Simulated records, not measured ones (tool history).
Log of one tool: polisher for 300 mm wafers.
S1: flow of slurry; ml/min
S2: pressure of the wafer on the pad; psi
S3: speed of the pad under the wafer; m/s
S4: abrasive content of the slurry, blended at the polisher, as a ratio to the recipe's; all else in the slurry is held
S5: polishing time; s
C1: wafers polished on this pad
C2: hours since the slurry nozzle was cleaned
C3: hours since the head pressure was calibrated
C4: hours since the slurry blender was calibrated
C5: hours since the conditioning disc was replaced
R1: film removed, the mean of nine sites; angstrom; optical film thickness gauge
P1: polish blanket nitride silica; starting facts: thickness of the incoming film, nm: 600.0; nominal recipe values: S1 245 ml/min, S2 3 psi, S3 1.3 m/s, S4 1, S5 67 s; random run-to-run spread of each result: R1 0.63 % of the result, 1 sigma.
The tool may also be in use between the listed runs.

run 1 day=0.621 | S1=245 S2=3 S3=1.3 S4=1 S5=67 | C1=1076 C2=298 C3=623.1 C4=295.4 C5=59 | R1=398.14
-- day=0.754 conditioning disc replaced and pad reconditioned
run 2 day=0.942 | S1=245 S2=3 S3=1.3 S4=1 S5=67 | C1=1178 C2=305.7 C3=630.8 C4=303.1 C5=4.5 | R1=396.89
run 3 day=1.229 | S1=245 S2=3 S3=1.3 S4=1 S5=33 | C1=1269 C2=312.6 C3=637.7 C4=310 C5=11.4 | R1=196.22
run 4 day=1.696 | S1=245 S2=3 S3=1.3 S4=1 S5=67 | C1=1418 C2=323.8 C3=648.9 C4=321.2 C5=22.6 | R1=392.46
run 5 day=2.008 | S1=180 S2=3 S3=1.3 S4=1 S5=67 | C1=1517 C2=331.3 C3=656.4 C4=328.7 C5=30.1 | R1=379.37
run 6 day=2.612 | S1=245 S2=3 S3=2 S4=1 S5=67 | C1=1709 C2=345.8 C3=670.9 C4=343.2 C5=44.6 | R1=561.78
run 7 day=2.979 | S1=245 S2=3 S3=1.3 S4=1 S5=67 | C1=1826 C2=354.6 C3=679.7 C4=352 C5=53.4 | R1=393.83
run 8 day=3.446 | S1=350 S2=3 S3=1.8 S4=1 S5=67 | C1=1975 C2=365.8 C3=690.9 C4=363.2 C5=64.6 | R1=532
run 9 day=3.921 | S1=245 S2=3 S3=0.8 S4=1 S5=67 | C1=2126 C2=377.2 C3=702.3 C4=374.6 C5=76 | R1=268.63
run 10 day=4.346 | S1=245 S2=3 S3=1.3 S4=1 S5=105 | C1=2261 C2=387.4 C3=712.5 C4=384.8 C5=86.2 | R1=617.45
run 11 day=4.654 | S1=245 S2=3 S3=1.3 S4=1 S5=67 | C1=2359 C2=394.8 C3=719.9 C4=392.2 C5=93.6 | R1=397.24
run 12 day=5.108 | S1=365 S2=3 S3=1.3 S4=1 S5=67 | C1=2504 C2=405.7 C3=730.8 C4=403.1 C5=104.5 | R1=412.41
run 13 day=5.579 | S1=245 S2=4.6 S3=1.3 S4=1 S5=67 | C1=2653 C2=417 C3=742.1 C4=414.4 C5=115.8 | R1=604.36
run 14 day=5.908 | S1=245 S2=1.4 S3=1.3 S4=1 S5=67 | C1=2758 C2=424.9 C3=750 C4=422.3 C5=123.7 | R1=184.74
run 15 day=6.333 | S1=245 S2=3 S3=1.3 S4=1.2 S5=67 | C1=2893 C2=435.1 C3=760.2 C4=432.5 C5=133.9 | R1=430.99
run 16 day=6.967 | S1=245 S2=3 S3=1.3 S4=0.6 S5=67 | C1=3095 C2=450.3 C3=775.4 C4=447.7 C5=149.1 | R1=302.41
run 17 day=7.479 | S1=245 S2=3 S3=1.3 S4=1 S5=67 | C1=3258 C2=462.6 C3=787.7 C4=460 C5=161.4 | R1=396.02
run 18 day=8.071 | S1=245 S2=3 S3=1.3 S4=1 S5=67 | C1=3446 C2=476.8 C3=801.9 C4=474.2 C5=175.6 | R1=364.92
run 19 day=8.558 | S1=245 S2=3 S3=1.3 S4=1 S5=67 | C1=3601 C2=488.5 C3=813.6 C4=485.9 C5=187.3 | R1=353.83
-- day=8.988 conditioning disc replaced and pad reconditioned
run 20 day=9.162 | S1=245 S2=3 S3=1.3 S4=1 S5=67 | C1=3794 C2=503 C3=828.1 C4=500.4 C5=4.3 | R1=348.13
-- day=9.654 head pressure recalibrated
run 21 day=9.692 | S1=245 S2=3 S3=1.3 S4=1 S5=67 | C1=3962 C2=515.7 C3=1 C4=513.1 C5=17 | R1=347.52
-- day=9.738 slurry nozzle cleaned
run 22 day=10.3 | S1=245 S2=3 S3=1.3 S4=1 S5=67 | C1=4156 C2=13.6 C3=15.6 C4=527.7 C5=31.6 | R1=344.59
run 23 day=10.592 | S1=245 S2=3 S3=1.3 S4=1 S5=67 | C1=4248 C2=20.6 C3=22.6 C4=534.7 C5=38.6 | R1=346.49

What P1 gives has crept away from where it was. These 2 causes fit the log equally well, each at the size given:
A: removal rate lost through wear of the pad, % = 13.2
B: abrasive missing from the slurry, % = 25.1
Creep in the process output first set in at about day 7.479.
Every other cause this tool's parts could produce, and why it does not fit the log:
slurry flow missing at the pad, %: serviced after onset, at day 9.738, with no recovery of the prior output
head's pressure below its setpoint, %: serviced after onset, at day 9.654, with no recovery of the prior output
time polished since the conditioner stopped cutting, s: serviced after onset, at day 8.988, with no recovery of the prior output

4 check runs are offered, each on 2 wafers whose results are averaged, their results left as question marks. Which one tells the causes apart?
run check 1 day=10.883 | S1=245 S2=3 S3=1.3 S4=0.6 S5=52 | R1=?
run check 2 day=10.883 | S1=245 S2=1.5 S3=1.3 S4=1 S5=67 | R1=?
run check 3 day=10.883 | S1=245 S2=2.1 S3=1.3 S4=1 S5=41 | R1=?
run check 4 day=10.883 | S1=355 S2=3 S3=1.86 S4=1 S5=67 | R1=?

How each check would come out, cause by cause:
check=check_1 result=R1 if_A=204.51 if_B=197.19
check=check_2 result=R1 if_A=171.68 if_B=171.64
check=check_3 result=R1 if_A=147.08 if_B=147.05
check=check_4 result=R1 if_A=473.15 if_B=473.05
Distance between the nearest two causes, measured in the result of the check that separates them most: check 1 3.64 %; check 2 0.02 %; check 3 0.02 %; check 4 0.02 %
Of the check runs offered, only check 1 discriminates between the causes; the rest would read about the same regardless of which cause applies.

With check 1 done, the readings were: R1 203.72 angstrom. Identify which of the listed causes applies.

It was cause A: removal rate lost through wear of the pad, %.

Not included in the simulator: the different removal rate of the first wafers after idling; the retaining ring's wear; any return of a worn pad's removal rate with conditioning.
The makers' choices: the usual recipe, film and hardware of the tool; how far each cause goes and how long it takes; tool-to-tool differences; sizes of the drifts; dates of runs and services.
